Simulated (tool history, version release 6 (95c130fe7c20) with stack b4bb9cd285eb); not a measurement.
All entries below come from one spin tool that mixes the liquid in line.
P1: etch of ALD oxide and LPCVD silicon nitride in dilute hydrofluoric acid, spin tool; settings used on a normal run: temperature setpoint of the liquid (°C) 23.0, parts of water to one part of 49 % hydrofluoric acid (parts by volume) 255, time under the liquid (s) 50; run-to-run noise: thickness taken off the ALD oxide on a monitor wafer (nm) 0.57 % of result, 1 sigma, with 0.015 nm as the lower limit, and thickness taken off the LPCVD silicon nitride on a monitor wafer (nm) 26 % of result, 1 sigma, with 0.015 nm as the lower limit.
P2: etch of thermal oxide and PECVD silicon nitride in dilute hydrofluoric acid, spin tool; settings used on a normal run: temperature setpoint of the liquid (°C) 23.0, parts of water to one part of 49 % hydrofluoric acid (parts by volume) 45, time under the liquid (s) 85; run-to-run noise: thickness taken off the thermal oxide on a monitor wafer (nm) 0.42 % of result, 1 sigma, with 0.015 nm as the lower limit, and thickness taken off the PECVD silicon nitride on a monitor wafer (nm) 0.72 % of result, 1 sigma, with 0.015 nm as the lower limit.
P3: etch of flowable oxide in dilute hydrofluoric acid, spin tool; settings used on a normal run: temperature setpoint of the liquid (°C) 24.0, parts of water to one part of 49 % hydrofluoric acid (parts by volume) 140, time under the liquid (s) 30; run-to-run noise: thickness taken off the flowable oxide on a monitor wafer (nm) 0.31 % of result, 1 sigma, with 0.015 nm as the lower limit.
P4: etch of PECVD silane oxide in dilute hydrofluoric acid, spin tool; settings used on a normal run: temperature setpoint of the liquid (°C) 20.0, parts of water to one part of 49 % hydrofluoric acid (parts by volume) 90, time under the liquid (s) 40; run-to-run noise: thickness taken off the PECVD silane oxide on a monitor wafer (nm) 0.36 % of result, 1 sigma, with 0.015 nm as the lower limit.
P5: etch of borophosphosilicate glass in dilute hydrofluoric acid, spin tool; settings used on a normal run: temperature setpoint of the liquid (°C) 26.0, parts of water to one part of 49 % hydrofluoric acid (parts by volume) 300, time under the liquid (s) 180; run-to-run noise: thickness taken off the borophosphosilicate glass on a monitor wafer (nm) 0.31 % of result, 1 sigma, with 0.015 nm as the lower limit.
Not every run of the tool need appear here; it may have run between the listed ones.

run   hour  process that ran  temperature setpoint of the liquid (°C)  parts of water to one part of 49 % hydrofluoric acid (parts by volume)  time under the liquid (s)  thickness taken off the ALD oxide on a monitor wafer (nm)  thickness taken off the LPCVD silicon nitride on a monitor wafer (nm)  thickness taken off the PECVD silane oxide on a monitor wafer (nm)  thickness taken off the flowable oxide on a monitor wafer (nm)  thickness taken off the thermal oxide on a monitor wafer (nm)  thickness taken off the PECVD silicon nitride on a monitor wafer (nm)  thickness taken off the borophosphosilicate glass on a monitor wafer (nm)
  1    6.3                P1                                     23.0                                                                     255                         50                                                     4.5663                                                               0.060305
  2   16.6                P4                                     20.0                                                                      90                         75                                                                                                                                                                                               22.5670
  3   22.7                P3                                     24.0                                                                     140                         50                                                                                                                                                                                                                                                                16.324
  4   32.2                P1                                     23.0                                                                     375                         75                                                     4.1447                                                               0.100500
  5   39.2                P2                                     23.0                                                                      45                         85                                                                                                                                                                                                                                                                                                                               8.9479                                                                 3.6146
  6   45.0                P2                                     31.0                                                                      45                         85                                                                                                                                                                                                                                                                                                                              12.3510                                                                 6.2390
  7   54.8                P1                                     18.5                                                                     255                         20                                                     1.5372                                                               0.038234
  8   60.4                P3                                     24.0                                                                     140                         30                                                                                                                                                                                                                                                                 9.836
  9   66.3                P1                                     23.0                                                                     255                         50                                                     4.5541                                                               0.055528
 10   71.7                P1                                     23.0                                                                      40                         50                                                    37.3940                                                               0.290840
 11   81.7                P1                                     30.0                                                                     255                         50                                                     5.8293                                                               0.153520
 12   91.0                P5                                     26.0                                                                     300                        180                                                                                                                                                                                                                                                                                                                                                                                                                                                                                 41.234
 13  100.8                P5                                     34.0                                                                     300                        180                                                                                                                                                                                                                                                                                                                                                                                                                                                                                 53.222
 14  108.8                P4                                     27.5                                                                      90                         40                                                                                                                                                                                               16.2290
 15  114.8                P1                                     23.0                                                                     255                         50                                                     4.5611                                                               0.084478
 16  125.2                P1                                     23.0                                                                     255                         50                                                     4.5797                                                               0.124280
 17  130.3                P4                                     20.0                                                                      90                         40                                                                                                                                                                                               12.0260
 18  135.2                P1                                     23.0                                                                     415                         50                                                     2.4183                                                               0.039087
 19  144.5                P5                                     26.0                                                                     300                         70                                                                                                                                                                                                                                                                                                                                                                                                                                                                                 16.049
 20  154.3                P3                                     24.0                                                                     205                         30                                                                                                                                                                                                                                                                 6.209
 21  162.3                P1                                     23.0                                                                     255                         50                                                     4.6049                                                               0.110670
 22  170.5                P4                                     20.0                                                                      90                         40                                                                                                                                                                                               12.0970
 23  181.0                P5                                     26.0                                                                     155                        180                                                                                                                                                                                                                                                                                                                                                                                                                                                                                 93.388
 24  188.1                P2                                     23.0                                                                      20                         85                                                                                                                                                                                                                                                                                                                              20.6990                                                                 7.9604
 25  196.0                P3                                     31.5                                                                     140                         30                                                                                                                                                                                                                                                                12.896
 26  202.4                P1                                     19.0                                                                     255                         50                                                     3.9195                                                               0.105780
 27  212.1                P2                                     23.0                                                                      45                        130                                                                                                                                                                                                                                                                                                                              13.6200                                                                 5.5693
 28  219.5                P1                                     23.0                                                                     255                         15                                                     1.3460                                                               0.037380
 29  229.9                P4                                     20.0                                                                     155                         40                                                                                                                                                                                                6.5451
 30  235.0                P5                                     26.0                                                                     300                        180                                                                                                                                                                                                                                                                                                                                                                                                                                                                                 41.137
 31  243.8                P1                                     23.0                                                                     255                         50                                                     4.5443                                                               0.075922
 32  249.9                P1                                     23.0                                                                     255                         50                                                     4.5246                                                               0.133090
 33  258.4                P1                                     23.0                                                                     255                         85                                                     7.7028                                                               0.249810
 34  267.2                P2                                     23.0                                                                      45                         85                                                                                                                                                                                                                                                                                                                               8.8584                                                                 3.6990
 35  276.0                P1                                     17.0                                                                     445                         50                                                     1.7954                                                               0.067277
 36  282.1                P1                                     23.0                                                                     255                         50                                                     4.5224                                                               0.104650
 37  292.5                P1                                     23.0                                                                     255                         50                                                     4.4466                                                               0.079064
 38  297.8                P1                                     23.0                                                                     255                         50                                                     4.4002                                                               0.061124
 39  307.2                P1                                     23.0                                                                     255                         50                                                     4.3529                                                               0.090004
 40  313.2                P1                                     23.0                                                                     255                         50                                                     4.2994                                                               0.084616
 41  318.3                P1                                     23.0                                                                     255                         50                                                     4.3128                                                               0.072527
 42  327.5                P1                                     23.0                                                                     255                         50                                                     4.2736                                                               0.101740
 43  337.1                P1                                     23.0                                                                     255                         50                                                     4.3277                                                               0.094937

Run 44 is up next; what results do you expect?
 44  342.2                P1                                     23.0                                                                     255                         50                                                          ?                                                                      ?

thickness taken off the ALD oxide on a monitor wafer (nm): 4.3123
thickness taken off the LPCVD silicon nitride on a monitor wafer (nm): 0.089669
